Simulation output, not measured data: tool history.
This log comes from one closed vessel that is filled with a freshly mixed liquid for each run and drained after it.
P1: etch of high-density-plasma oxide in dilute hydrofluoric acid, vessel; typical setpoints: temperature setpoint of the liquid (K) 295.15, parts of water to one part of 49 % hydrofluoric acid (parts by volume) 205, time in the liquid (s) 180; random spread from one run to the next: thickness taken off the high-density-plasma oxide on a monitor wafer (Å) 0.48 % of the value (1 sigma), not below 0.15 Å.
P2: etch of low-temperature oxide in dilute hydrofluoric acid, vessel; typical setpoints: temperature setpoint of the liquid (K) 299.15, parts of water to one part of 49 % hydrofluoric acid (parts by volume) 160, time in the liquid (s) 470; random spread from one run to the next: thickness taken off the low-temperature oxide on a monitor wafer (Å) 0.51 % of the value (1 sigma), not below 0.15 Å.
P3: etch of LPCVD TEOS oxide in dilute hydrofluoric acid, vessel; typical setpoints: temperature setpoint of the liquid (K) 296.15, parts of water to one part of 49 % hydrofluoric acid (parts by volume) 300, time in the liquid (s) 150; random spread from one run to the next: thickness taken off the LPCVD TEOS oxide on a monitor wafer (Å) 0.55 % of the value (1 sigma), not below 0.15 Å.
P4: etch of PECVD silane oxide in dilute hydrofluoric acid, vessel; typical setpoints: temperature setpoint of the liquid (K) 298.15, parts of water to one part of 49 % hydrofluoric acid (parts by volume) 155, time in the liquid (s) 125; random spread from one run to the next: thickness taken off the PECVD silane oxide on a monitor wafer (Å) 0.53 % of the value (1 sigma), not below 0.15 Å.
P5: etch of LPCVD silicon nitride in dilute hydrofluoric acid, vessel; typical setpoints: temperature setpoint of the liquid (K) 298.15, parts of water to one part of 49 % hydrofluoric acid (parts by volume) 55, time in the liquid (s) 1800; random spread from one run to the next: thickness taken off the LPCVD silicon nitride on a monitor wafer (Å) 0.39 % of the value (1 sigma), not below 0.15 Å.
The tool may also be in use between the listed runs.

run,hour,process that ran,temperature setpoint of the liquid (K),parts of water to one part of 49 % hydrofluoric acid (parts by volume),time in the liquid (s),hours since the thermometer was replaced,hours since the hydrofluoric acid flow meter was replaced,thickness taken off the high-density-plasma oxide on a monitor wafer (Å),thickness taken off the low-temperature oxide on a monitor wafer (Å),thickness taken off the PECVD silane oxide on a monitor wafer (Å),thickness taken off the LPCVD TEOS oxide on a monitor wafer (Å),thickness taken off the LPCVD silicon nitride on a monitor wafer (Å)
1,11.0,P1,295.15,205,180,545.6,461.0,57.551,,,,
2,20.0,P2,299.15,160,470,554.6,470.0,,533.24,,,
3,29.9,P2,299.15,25,470,564.5,479.9,,4077.80,,,
4,41.3,P1,295.15,205,335,575.9,491.3,107.080,,,,
5,47.3,P4,298.15,155,125,581.9,497.3,,,127.750,,
6,54.3,P1,295.15,100,340,588.9,504.3,250.210,,,,
7,66.1,P3,303.15,300,150,600.7,516.1,,,,175.580,
8,73.7,P2,307.15,160,470,608.3,523.7,,705.43,,,
9,80.7,P5,298.15,95,1800,615.3,530.7,,,,,104.38
10,88.9,P4,298.15,80,125,623.5,538.9,,,268.700,,
11,95.3,P1,301.65,205,180,629.9,545.3,73.185,,,,
12,105.3,P5,298.15,55,1800,639.9,555.3,,,,,178.06
13,115.3,P1,290.15,310,180,649.9,565.3,28.743,,,,
14,124.9,P5,298.15,55,3525,659.5,574.9,,,,,350.96
15,130.7,P1,295.15,355,180,665.3,580.7,28.873,,,,
16,142.2,P1,295.15,70,180,676.8,592.2,195.760,,,,
17,148.4,P3,296.15,175,150,683.0,598.4,,,,269.280,
18,155.9,P1,295.15,205,180,690.5,605.9,57.809,,,,
19,161.2,P1,291.65,205,180,695.8,611.2,50.443,,,,
20,167.2,P3,296.15,300,150,701.8,617.2,,,,136.940,
21,175.6,P5,298.15,55,1800,710.2,625.6,,,,,177.20
22,182.0,P1,295.15,205,180,716.6,632.0,57.112,,,,
23,189.0,P1,295.15,205,180,723.6,639.0,57.416,,,,
24,197.8,P2,299.15,160,470,732.4,647.8,,535.01,,,
25,207.1,P1,295.15,205,180,741.7,657.1,57.519,,,,
26,215.4,P4,298.15,155,30,750.0,665.4,,,30.744,,
27,223.2,P1,295.15,205,180,757.8,673.2,57.142,,,,
28,228.4,P4,305.15,155,125,763.0,678.4,,,163.990,,
29,237.8,P3,296.15,300,35,772.4,687.8,,,,31.982,
30,244.7,P1,295.15,205,35,779.3,694.7,11.187,,,,
31,252.2,P2,299.15,160,850,786.8,702.2,,960.18,,,
32,258.4,P5,291.65,55,1800,793.0,708.4,,,,,113.50
33,264.5,P1,295.15,205,180,799.1,714.5,57.792,,,,
34,272.3,P1,295.15,205,180,806.9,722.3,55.663,,,,
35,282.2,P1,295.15,205,180,816.8,732.2,54.349,,,,
36,291.9,P1,295.15,205,180,826.5,741.9,53.618,,,,
37,300.3,P1,295.15,205,180,834.9,750.3,53.595,,,,
38,311.4,P1,295.15,205,180,846.0,761.4,53.088,,,,
39,321.1,P1,295.15,205,180,855.7,771.1,52.430,,,,
40,332.4,P1,295.15,205,180,867.0,782.4,52.414,,,,

The output of P1 has drifted from where it used to be. Each of the 2 causes below, taken at the size shown beside it, accounts for the log equally well:
A: hydrofluoric acid flow below the setpoint (%) = 7.21
B: liquid colder than its thermometer reads (K) = 2.39
The onset of the drift is placed at about hour 264.5.

4 check runs are offered, one wafer each, their results left as question marks. Which one tells the causes apart?
check 1,343.7,P3,296.15,175,150,,,,,,?,
check 2,343.7,P4,304.65,155,50,,,,,?,,
check 3,343.7,P2,299.15,105,820,,,,?,,,
check 4,343.7,P5,292.15,55,1800,,,,,,,?

How each check would come out, cause by cause:
check,result,if A,if B
check 1,thickness taken off the LPCVD TEOS oxide on a monitor wafer (Å),245.320,244.710
check 2,thickness taken off the PECVD silane oxide on a monitor wafer (Å),58.739,59.068
check 3,thickness taken off the low-temperature oxide on a monitor wafer (Å),1393.60,1381.90
check 4,thickness taken off the LPCVD silicon nitride on a monitor wafer (Å),109.850,99.813
Distance between the nearest two causes, measured in the result of the check that separates them most: check 1 0.25 %; check 2 0.56 %; check 3 0.84 %; check 4 9.58 %
Only check 4 tells the causes apart: in the others they would give nearly the same result.

Check 4 was then run and gave: thickness taken off the LPCVD silicon nitride on a monitor wafer (Å) 99.839. Which cause is it?

The correct cause is B, namely: liquid colder than its thermometer reads (K).
